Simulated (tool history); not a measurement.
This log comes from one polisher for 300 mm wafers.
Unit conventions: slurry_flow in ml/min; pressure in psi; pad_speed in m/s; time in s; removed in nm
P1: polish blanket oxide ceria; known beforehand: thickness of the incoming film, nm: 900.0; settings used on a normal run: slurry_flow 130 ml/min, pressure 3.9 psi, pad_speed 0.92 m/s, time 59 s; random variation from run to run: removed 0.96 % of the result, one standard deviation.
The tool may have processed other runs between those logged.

run,hour,slurry_flow,pressure,pad_speed,time,removed
1,13.0,130,3.9,0.92,59,280.16
2,24.5,130,2.5,0.92,83,255.89
3,36.2,130,3.9,0.92,59,284.23
4,44.0,130,2.1,0.92,59,152.18
5,61.0,130,3.9,1.44,59,447.52
6,76.3,130,3.9,0.92,59,285.60
7,85.5,130,5.0,0.92,59,360.60
8,93.6,165,3.9,0.92,59,291.48
9,108.4,130,3.9,0.62,59,192.27
10,121.9,80,3.9,0.92,59,247.85
11,134.8,130,3.9,0.92,59,283.32
12,148.4,130,3.9,0.92,32,153.04
13,160.7,130,3.9,0.92,94,452.94
14,177.4,130,3.9,0.92,59,289.00
15,193.7,130,3.9,0.92,59,273.12
16,210.9,130,3.9,0.92,59,262.82
17,222.7,130,3.9,0.92,59,263.27
18,238.6,130,3.9,0.92,59,264.02
19,250.8,130,3.9,0.92,59,251.52
20,268.0,130,3.9,0.92,59,259.72
# hour 269.4: head pressure recalibrated
21,281.9,130,3.9,0.92,59,259.21
22,295.9,130,3.9,0.92,59,256.65
23,306.7,130,3.9,0.92,59,256.81
24,316.4,130,3.9,0.92,59,254.27

The log shows P1 creeping away from where it was. Any of the 2 causes listed here, at the size stated for it, fits the log just as well as the others:
A: removal rate lost through wear of the pad, % = 9.51
B: slurry flow missing at the pad, % = 34.2
The drift started at roughly hour 177.4.
Excluded causes, each with its reason:
head's pressure below its setpoint, %: maintenance at hour 269.4, after the shift began, did not return the process to its former output

Which of the 4 check runs listed below, each an average over 3 wafers with its results shown as question marks, gives clearly different results under the different listed causes?
check 1,326.1,85,4.8,0.92,59,?
check 2,326.1,130,2.4,0.92,59,?
check 3,326.1,130,3.9,0.64,91,?
check 4,326.1,130,3.9,0.92,36,?

Check results expected under each cause:
check,result,if A,if B
check 1,removed,284.78,272.53
check 2,removed,157.63,157.64
check 3,removed,274.83,274.85
check 4,removed,156.29,156.30
Per check, the gap between the least separated pair of causes, taken in the result that splits them most: check 1 4.4 %; check 2 0.01 %; check 3 0.01 %; check 4 0.01 %
Check 1 distinguishes between the causes, while the remaining checks would return nearly the same result for all of them.

With check 1 done, the readings were: removed 285.64 nm. Identify which of the listed causes applies.

The cause is A: removal rate lost through wear of the pad, %.
